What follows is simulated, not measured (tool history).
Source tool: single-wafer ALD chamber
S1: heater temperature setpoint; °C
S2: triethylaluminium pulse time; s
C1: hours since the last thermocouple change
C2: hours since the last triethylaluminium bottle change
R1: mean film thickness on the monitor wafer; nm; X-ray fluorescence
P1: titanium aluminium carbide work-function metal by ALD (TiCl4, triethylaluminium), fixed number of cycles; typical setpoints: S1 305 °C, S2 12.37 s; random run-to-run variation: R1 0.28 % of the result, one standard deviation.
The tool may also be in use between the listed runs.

run,hour,S1,S2,C1,C2,R1
1,15.7,305,12.37,371.6,223.5,2.0974
2,26.9,321,5.53,382.8,234.7,1.9433
# hour 35.5: triethylaluminium bottle replaced
3,40.2,305,12.37,396.1,4.8,2.0957
4,52.0,305,7.22,407.9,16.6,1.9523
# hour 60.2: thermocouple changed; heater temperature recalibrated
5,62.9,305,12.37,2.8,27.5,2.0932
6,78.3,305,12.37,18.2,42.9,2.0997
7,89.2,305,12.37,29.1,53.8,2.0922
8,98.4,284,12.37,38.3,63.0,1.9180
9,114.2,329,12.37,54.1,78.8,2.2967
10,123.3,321,20.01,63.2,87.9,2.2727
11,133.0,305,12.37,72.9,97.6,2.1040
12,147.7,305,12.37,87.6,112.3,2.0974
13,155.5,305,16.20,95.4,120.1,2.1199
14,166.9,305,12.37,106.8,131.5,2.1025
15,178.6,305,12.37,118.5,143.2,2.0738
16,193.3,305,12.37,133.2,157.9,2.0642
17,205.8,305,12.37,145.7,170.4,2.0621
18,218.3,305,12.37,158.2,182.9,2.0657
19,230.5,305,12.37,170.4,195.1,2.0528
20,242.1,305,12.37,182.0,206.7,2.0484
21,258.1,305,12.37,198.0,222.7,2.0478
22,268.5,305,12.37,208.4,233.1,2.0488
23,275.6,305,12.37,215.5,240.2,2.0499
24,288.9,305,12.37,228.8,253.5,2.0500

What P1 gives has crept off from where it sat before. The 2 causes that follow fit the log equally well, each at the size noted:
A: triethylaluminium dose below that of a fresh bottle (%) = 23.4
B: wafer temperature below the value expected at the setpoint (K) = 5.71
The creep began at about hour 166.9.

4 check runs are offered, one wafer each, their results left as question marks. Which one tells the causes apart?
check 1,302.2,318,12.37,,,?
check 2,302.2,293,12.37,,,?
check 3,302.2,305,8.69,,,?
check 4,302.2,285,12.37,,,?

Expected result of each check under each candidate cause:
check,result,if A,if B
check 1,R1,2.1597,2.1622
check 2,R1,1.9413,1.9394
check 3,R1,1.9124,1.9712
check 4,R1,1.8724,1.8692
Smallest distance between any two causes, each pair judged by its most separating result, in per cent: check 1 0.12 %; check 2 0.1 %; check 3 3.03 %; check 4 0.17 %
The causes can be told apart only by check 3. The other checks would give nearly the same results under each of them.

Running check 3 produced the following: R1 1.9695 nm. Which one of the listed causes fits?

It is B: wafer temperature below the value expected at the setpoint (K).

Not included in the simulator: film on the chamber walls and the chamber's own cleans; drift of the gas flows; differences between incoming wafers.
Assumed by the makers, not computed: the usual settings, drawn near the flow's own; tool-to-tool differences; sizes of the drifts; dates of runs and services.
